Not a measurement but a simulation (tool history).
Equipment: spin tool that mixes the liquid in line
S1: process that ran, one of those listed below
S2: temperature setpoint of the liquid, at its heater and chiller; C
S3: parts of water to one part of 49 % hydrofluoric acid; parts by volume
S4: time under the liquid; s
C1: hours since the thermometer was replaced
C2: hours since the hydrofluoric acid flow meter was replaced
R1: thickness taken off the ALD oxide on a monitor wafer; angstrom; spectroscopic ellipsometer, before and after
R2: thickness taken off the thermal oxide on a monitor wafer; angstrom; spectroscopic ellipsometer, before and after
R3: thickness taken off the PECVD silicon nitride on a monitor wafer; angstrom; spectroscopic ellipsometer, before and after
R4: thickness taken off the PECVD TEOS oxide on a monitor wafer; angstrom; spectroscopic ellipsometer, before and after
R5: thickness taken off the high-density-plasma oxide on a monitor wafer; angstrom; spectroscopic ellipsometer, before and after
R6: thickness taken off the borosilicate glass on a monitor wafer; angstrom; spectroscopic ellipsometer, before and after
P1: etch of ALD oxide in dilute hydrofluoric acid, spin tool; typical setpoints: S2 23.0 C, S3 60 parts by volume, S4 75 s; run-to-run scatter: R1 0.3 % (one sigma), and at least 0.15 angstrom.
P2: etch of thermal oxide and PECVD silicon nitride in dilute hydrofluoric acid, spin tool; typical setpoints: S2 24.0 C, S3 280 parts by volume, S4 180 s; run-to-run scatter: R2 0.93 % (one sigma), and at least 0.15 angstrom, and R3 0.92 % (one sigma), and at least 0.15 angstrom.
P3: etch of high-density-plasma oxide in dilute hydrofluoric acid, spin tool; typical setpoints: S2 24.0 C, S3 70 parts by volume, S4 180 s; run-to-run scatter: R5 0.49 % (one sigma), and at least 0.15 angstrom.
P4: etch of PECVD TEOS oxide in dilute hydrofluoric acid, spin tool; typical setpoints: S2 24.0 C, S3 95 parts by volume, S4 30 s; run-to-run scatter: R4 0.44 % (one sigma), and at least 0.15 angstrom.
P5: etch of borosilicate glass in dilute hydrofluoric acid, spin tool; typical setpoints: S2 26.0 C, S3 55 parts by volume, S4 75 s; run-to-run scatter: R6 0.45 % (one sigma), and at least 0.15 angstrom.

run,hour,S1,S2,S3,S4,C1,C2,R1,R2,R3,R4,R5,R6
1,9.1,P1,23.0,60,75,722.5,500.9,190.790,,,,,
2,17.5,P2,20.0,280,180,730.9,509.3,,22.461,19.177,,,
3,24.0,P1,23.0,20,75,737.4,515.8,602.910,,,,,
4,34.0,P4,24.0,95,30,747.4,525.8,,,,77.889,,
5,42.2,P3,24.0,70,180,755.6,534.0,,,,,161.150,
6,50.2,P3,24.0,125,180,763.6,542.0,,,,,84.519,
7,60.1,P4,19.5,95,30,773.5,551.9,,,,65.213,,
8,65.3,P5,30.0,55,75,778.7,557.1,,,,,,507.990
9,75.6,P1,23.0,60,75,789.0,567.4,190.760,,,,,
10,84.4,P1,17.0,90,75,797.8,576.2,95.143,,,,,
11,95.0,P1,26.0,60,30,808.4,586.8,85.996,,,,,
12,101.6,P5,26.0,55,75,815.0,593.4,,,,,,433.280
13,111.8,P4,24.0,45,30,825.2,603.6,,,,176.330,,
14,121.1,P1,28.0,60,75,834.5,612.9,232.620,,,,,
15,130.1,P2,24.0,280,335,843.5,621.9,,47.689,45.136,,,
16,138.5,P1,23.0,60,40,851.9,630.3,101.490,,,,,
17,148.0,P1,17.0,60,75,861.4,639.8,147.710,,,,,
18,158.3,P4,24.0,95,45,871.7,650.1,,,,117.170,,
19,169.0,P3,24.0,70,285,882.4,660.8,,,,,255.410,
20,179.7,P5,26.0,55,15,893.1,671.5,,,,,,86.191
21,186.4,P1,23.0,60,145,899.8,678.2,368.160,,,,,
22,191.2,P2,24.0,280,180,904.6,683.0,,26.095,24.583,,,
23,201.4,P2,24.0,70,180,914.8,693.2,,129.910,96.629,,,
24,211.5,P1,23.0,60,75,924.9,703.3,191.020,,,,,
25,220.5,P5,26.0,30,75,933.9,712.3,,,,,,822.300
26,226.2,P1,23.0,60,75,939.6,718.0,190.760,,,,,
27,232.9,P1,23.0,105,75,946.3,724.7,103.560,,,,,
28,241.8,P3,24.0,70,180,955.2,733.6,,,,,160.120,
29,249.8,P3,19.5,70,180,963.2,741.6,,,,,132.890,
30,257.4,P1,23.0,60,75,970.8,749.2,190.110,,,,,
31,265.7,P1,23.0,60,75,979.1,757.5,183.190,,,,,
32,272.6,P1,23.0,60,75,986.0,764.4,179.340,,,,,
33,280.1,P1,23.0,60,75,993.5,771.9,177.580,,,,,
34,285.3,P1,23.0,60,75,998.7,777.1,175.940,,,,,
35,295.2,P1,23.0,60,75,1008.6,787.0,175.330,,,,,
36,300.1,P1,23.0,60,75,1013.5,791.9,174.440,,,,,
37,306.5,P1,23.0,60,75,1019.9,798.3,173.750,,,,,
38,314.3,P1,23.0,60,75,1027.7,806.1,172.970,,,,,
39,320.3,P1,23.0,60,75,1033.7,812.1,172.570,,,,,
40,330.1,P1,23.0,60,75,1043.5,821.9,172.700,,,,,

P1 has crept away from where it was. The log is fitted equally well by each of these 2 causes, at the sizes shown:
A: liquid colder than its thermometer reads (K) = 2.36
B: hydrofluoric acid flow below the setpoint (%) = 8.67
The creep began at about hour 257.4.

You are offered 4 check runs, listed below with question marks in place of their results; each one averages 3 wafers. Which run separates the listed causes by giving clearly different results for each?
check 1,339.9,P2,24.0,280,180,,,,?,?,,,
check 2,339.9,P3,24.0,70,180,,,,,,,?,
check 3,339.9,P4,24.0,95,30,,,,,,?,,
check 4,339.9,P5,26.0,55,75,,,,,,,,?

Predicted outcomes, by check and by cause:
check,result,if A,if B
check 1,R2,23.741,22.981
check 1,R3,21.174,22.413
check 2,R5,146.300,145.900
check 3,R4,70.980,70.488
check 4,R6,393.910,393.220
Smallest distance between any two causes, each pair judged by its most separating result, in per cent: check 1 5.69 %; check 2 0.27 %; check 3 0.7 %; check 4 0.18 %
The causes can be told apart only by check 1. The other checks would give nearly the same results under each of them.

Check 1 was then run and gave: R2 23.788 angstrom; R3 21.151 angstrom. Which cause is it?

The cause is A: liquid colder than its thermometer reads (K).
